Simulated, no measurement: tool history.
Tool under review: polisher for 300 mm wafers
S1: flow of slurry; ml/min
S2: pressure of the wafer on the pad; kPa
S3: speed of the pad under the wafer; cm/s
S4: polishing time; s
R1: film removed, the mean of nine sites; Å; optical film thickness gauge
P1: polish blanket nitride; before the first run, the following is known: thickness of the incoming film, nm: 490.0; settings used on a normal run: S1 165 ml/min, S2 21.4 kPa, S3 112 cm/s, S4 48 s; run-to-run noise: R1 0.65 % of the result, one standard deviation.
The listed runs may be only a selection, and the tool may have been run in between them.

run,hour,S1,S2,S3,S4,R1
1,8.9,165,21.4,112,48,945.57
2,18.7,255,21.4,112,48,1005.9
3,24.1,165,21.4,112,48,953.91
4,32.5,165,21.4,112,48,956
5,40.7,165,21.4,170,48,1319.1
6,45.5,165,21.4,76,22,320.54
7,53.3,165,21.4,56,48,545.83
8,63.1,165,21.4,112,32,633.24
# hour 70.1: head pressure recalibrated
9,72.1,165,9.7,112,28,251.14
10,81.4,105,21.4,112,48,872.81
11,87.4,165,21.4,112,71,1410.2
12,96.1,165,13.1,112,48,580.62
13,101.4,100,15.2,112,48,610.76
14,111,165,33.1,112,48,1462
15,116,165,21.4,112,48,949.64
16,122.3,165,21.4,112,48,952.62
17,127.8,165,21.4,112,48,946.41
18,137.2,165,21.4,112,48,926.88
19,144.8,165,21.4,112,48,908.74
20,152.5,165,21.4,112,48,905.12
21,160.5,165,21.4,112,48,887.66
22,168.6,165,21.4,112,48,886.15

The next listed run, before its measurement:
23,175.9,165,21.4,112,48,?

Logged for run 23: R1 885.62 Å.

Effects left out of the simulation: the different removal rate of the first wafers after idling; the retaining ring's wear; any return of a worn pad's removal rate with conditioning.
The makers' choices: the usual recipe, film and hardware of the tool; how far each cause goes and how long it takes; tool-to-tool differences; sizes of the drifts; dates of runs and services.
